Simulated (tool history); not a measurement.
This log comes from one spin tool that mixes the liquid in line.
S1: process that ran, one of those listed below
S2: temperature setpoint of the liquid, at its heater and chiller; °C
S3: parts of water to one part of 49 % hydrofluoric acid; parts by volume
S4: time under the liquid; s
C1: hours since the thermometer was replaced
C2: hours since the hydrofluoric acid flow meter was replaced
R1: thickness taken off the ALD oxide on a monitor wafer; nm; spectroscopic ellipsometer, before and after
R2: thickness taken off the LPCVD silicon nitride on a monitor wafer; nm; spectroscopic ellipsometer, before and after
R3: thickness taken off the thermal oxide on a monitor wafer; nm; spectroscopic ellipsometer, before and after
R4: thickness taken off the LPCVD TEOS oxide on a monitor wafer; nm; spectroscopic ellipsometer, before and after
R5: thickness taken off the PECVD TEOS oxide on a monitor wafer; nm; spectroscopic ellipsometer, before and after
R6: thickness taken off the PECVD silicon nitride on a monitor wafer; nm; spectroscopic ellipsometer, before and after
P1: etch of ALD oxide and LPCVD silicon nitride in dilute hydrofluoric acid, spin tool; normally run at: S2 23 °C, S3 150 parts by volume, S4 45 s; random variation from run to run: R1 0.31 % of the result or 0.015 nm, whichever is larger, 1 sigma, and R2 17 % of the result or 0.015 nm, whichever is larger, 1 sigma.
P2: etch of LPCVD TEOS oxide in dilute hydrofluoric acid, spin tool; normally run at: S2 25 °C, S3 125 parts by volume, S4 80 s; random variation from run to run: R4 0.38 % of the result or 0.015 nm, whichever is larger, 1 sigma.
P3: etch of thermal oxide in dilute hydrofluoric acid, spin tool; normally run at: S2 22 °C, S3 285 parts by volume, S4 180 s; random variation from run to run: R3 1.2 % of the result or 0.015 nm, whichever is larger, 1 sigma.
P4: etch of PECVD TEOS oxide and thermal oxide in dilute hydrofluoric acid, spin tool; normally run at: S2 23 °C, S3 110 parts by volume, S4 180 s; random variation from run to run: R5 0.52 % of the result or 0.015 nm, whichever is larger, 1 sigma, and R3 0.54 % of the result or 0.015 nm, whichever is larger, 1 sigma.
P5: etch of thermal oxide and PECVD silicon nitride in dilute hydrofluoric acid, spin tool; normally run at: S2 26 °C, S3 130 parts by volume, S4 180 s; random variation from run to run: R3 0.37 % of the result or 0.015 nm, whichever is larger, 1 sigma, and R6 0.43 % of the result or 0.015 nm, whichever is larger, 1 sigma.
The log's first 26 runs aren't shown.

run   hour  S1  S2   S3   S4      C1     C2      R1        R2      R3      R4      R5  R6
 27  375.5  P3  22  285  180  1068.8  588.2                    2.3413
 28  392.1  P1  23  210   45  1085.4  604.8  5.4451   0.11345
 29  405.9  P4  23   35  180  1099.2  618.6                    24.034          46.025
 30  416.5  P1  23  150   75  1109.8  629.2   13.44    0.2871
 31  435.7  P2  25  125   80    1129  648.4                            15.134
 32  446.2  P1  23  150   45  1139.5  658.9  8.1099   0.14874
 33  456.4  P1  23  150   45  1149.7  669.1  8.0859  0.098961
 34  472.3  P1  23  150   45  1165.6    685  8.3547    0.1239

Run 35 is up next; what results do you expect?
 35  490.7  P1  23  150  45  1184  703.4   ?   ?

Run 35 measured R1 8.5742 nm, R2 0.16909 nm.
